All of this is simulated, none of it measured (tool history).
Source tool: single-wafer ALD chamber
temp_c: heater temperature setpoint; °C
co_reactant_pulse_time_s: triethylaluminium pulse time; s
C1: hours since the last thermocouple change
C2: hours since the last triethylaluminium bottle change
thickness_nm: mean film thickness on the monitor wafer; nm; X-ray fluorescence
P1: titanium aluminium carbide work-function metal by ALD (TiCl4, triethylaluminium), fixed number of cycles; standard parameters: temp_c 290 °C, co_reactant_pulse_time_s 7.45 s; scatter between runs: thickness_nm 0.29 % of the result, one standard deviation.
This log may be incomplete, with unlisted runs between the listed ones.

{"run": 1, "hour": 5.9, "temp_c": 290, "co_reactant_pulse_time_s": 7.45, "C1": 1861.7, "C2": 263.5, "thickness_nm": 1.837}
{"run": 2, "hour": 9.1, "temp_c": 290, "co_reactant_pulse_time_s": 4.08, "C1": 1864.9, "C2": 266.7, "thickness_nm": 1.4916}
{"run": 3, "hour": 12.9, "temp_c": 304, "co_reactant_pulse_time_s": 10.26, "C1": 1868.7, "C2": 270.5, "thickness_nm": 2.0451}
{"run": 4, "hour": 17.8, "temp_c": 290, "co_reactant_pulse_time_s": 7.45, "C1": 1873.6, "C2": 275.4, "thickness_nm": 1.8261}
{"run": 5, "hour": 20.7, "temp_c": 290, "co_reactant_pulse_time_s": 7.45, "C1": 1876.5, "C2": 278.3, "thickness_nm": 1.8338}
{"run": 6, "hour": 25.9, "temp_c": 290, "co_reactant_pulse_time_s": 9.88, "C1": 1881.7, "C2": 283.5, "thickness_nm": 1.9107}
{"run": 7, "hour": 31.6, "temp_c": 276, "co_reactant_pulse_time_s": 3.89, "C1": 1887.4, "C2": 289.2, "thickness_nm": 1.377}
{"run": 8, "hour": 35.5, "temp_c": 290, "co_reactant_pulse_time_s": 7.45, "C1": 1891.3, "C2": 293.1, "thickness_nm": 1.8289}
{"run": 9, "hour": 40.5, "temp_c": 311, "co_reactant_pulse_time_s": 7.45, "C1": 1896.3, "C2": 298.1, "thickness_nm": 2.0092}
{"run": 10, "hour": 44.0, "temp_c": 290, "co_reactant_pulse_time_s": 7.45, "C1": 1899.8, "C2": 301.6, "thickness_nm": 1.8194}
{"run": 11, "hour": 50.5, "temp_c": 278, "co_reactant_pulse_time_s": 7.45, "C1": 1906.3, "C2": 308.1, "thickness_nm": 1.7396}
{"run": 12, "hour": 55.2, "temp_c": 290, "co_reactant_pulse_time_s": 7.45, "C1": 1911, "C2": 312.8, "thickness_nm": 1.8381}
{"run": 13, "hour": 61.5, "temp_c": 290, "co_reactant_pulse_time_s": 7.45, "C1": 1917.3, "C2": 319.1, "thickness_nm": 1.8133}
{"run": 14, "hour": 66.0, "temp_c": 290, "co_reactant_pulse_time_s": 7.45, "C1": 1921.8, "C2": 323.6, "thickness_nm": 1.806}
{"run": 15, "hour": 70.8, "temp_c": 290, "co_reactant_pulse_time_s": 7.45, "C1": 1926.6, "C2": 328.4, "thickness_nm": 1.7931}
{"run": 16, "hour": 77.5, "temp_c": 290, "co_reactant_pulse_time_s": 7.45, "C1": 1933.3, "C2": 335.1, "thickness_nm": 1.7847}
{"run": 17, "hour": 81.4, "temp_c": 290, "co_reactant_pulse_time_s": 7.45, "C1": 1937.2, "C2": 339, "thickness_nm": 1.7819}

What does the tool deliver on the next run?
{"run": 18, "hour": 84.4, "temp_c": 290, "co_reactant_pulse_time_s": 7.45, "C1": 1940.2, "C2": 342, "thickness_nm": "?"}

thickness_nm: 1.7841 nm
